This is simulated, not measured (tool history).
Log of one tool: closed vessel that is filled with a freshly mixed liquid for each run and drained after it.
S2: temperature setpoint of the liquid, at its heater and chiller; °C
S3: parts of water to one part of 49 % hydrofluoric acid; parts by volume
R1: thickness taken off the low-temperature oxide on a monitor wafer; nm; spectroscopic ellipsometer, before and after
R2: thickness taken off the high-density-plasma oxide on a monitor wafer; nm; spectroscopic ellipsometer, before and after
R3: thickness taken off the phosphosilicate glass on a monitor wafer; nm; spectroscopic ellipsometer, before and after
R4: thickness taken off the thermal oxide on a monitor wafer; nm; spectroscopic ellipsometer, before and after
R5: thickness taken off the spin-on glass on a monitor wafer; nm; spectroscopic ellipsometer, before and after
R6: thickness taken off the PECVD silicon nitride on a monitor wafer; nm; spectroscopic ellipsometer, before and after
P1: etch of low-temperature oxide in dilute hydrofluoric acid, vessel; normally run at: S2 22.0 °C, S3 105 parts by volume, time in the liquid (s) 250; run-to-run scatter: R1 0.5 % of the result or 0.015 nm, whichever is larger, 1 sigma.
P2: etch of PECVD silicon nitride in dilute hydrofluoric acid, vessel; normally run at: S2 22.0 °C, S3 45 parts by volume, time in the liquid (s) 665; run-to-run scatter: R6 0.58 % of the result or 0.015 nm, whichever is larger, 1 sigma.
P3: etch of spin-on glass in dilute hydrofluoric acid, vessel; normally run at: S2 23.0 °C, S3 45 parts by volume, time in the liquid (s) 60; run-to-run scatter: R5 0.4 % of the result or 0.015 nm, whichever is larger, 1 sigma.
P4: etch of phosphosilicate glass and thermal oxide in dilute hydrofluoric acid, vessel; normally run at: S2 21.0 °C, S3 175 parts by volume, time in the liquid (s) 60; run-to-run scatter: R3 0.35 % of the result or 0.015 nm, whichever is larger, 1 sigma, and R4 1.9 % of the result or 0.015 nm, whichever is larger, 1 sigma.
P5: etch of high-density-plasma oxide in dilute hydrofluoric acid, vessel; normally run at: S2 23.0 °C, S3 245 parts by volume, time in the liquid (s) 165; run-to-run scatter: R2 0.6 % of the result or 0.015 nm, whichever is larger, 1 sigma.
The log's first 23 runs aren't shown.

Run 24, hour 326.1: process that ran P4, S2 21.0 °C, S3 175 parts by volume, time in the liquid (s) 60. Result: R3 57.182 nm, R4 1.26930 nm.
Run 25, hour 339.3: process that ran P1, S2 22.0 °C, S3 105 parts by volume, time in the liquid (s) 120. Result: R1 13.446 nm.
Run 26, hour 350.8: process that ran P1, S2 22.0 °C, S3 105 parts by volume, time in the liquid (s) 250. Result: R1 27.817 nm.
Run 27, hour 369.6: process that ran P1, S2 22.0 °C, S3 105 parts by volume, time in the liquid (s) 250. Result: R1 27.701 nm.
Run 28, hour 381.3: process that ran P2, S2 22.0 °C, S3 45 parts by volume, time in the liquid (s) 225. Result: R6 7.2216 nm.
Run 29, hour 390.1: process that ran P1, S2 22.0 °C, S3 105 parts by volume, time in the liquid (s) 250. Result: R1 27.676 nm.
Run 30, hour 405.8: process that ran P5, S2 23.0 °C, S3 410 parts by volume, time in the liquid (s) 165. Result: R2 2.12480 nm.
Run 31, hour 422.4: process that ran P2, S2 30.0 °C, S3 45 parts by volume, time in the liquid (s) 665. Result: R6 36.2820 nm.
Run 32, hour 436.2: process that ran P1, S2 22.0 °C, S3 105 parts by volume, time in the liquid (s) 250. Result: R1 27.714 nm.

Run 33 comes next. What will it give?
Run 33, hour 448.2: process that ran P1, S2 22.0 °C, S3 105 parts by volume, time in the liquid (s) 250. Result: R1 ?.

{"run 33": {"R1": 29.008}}
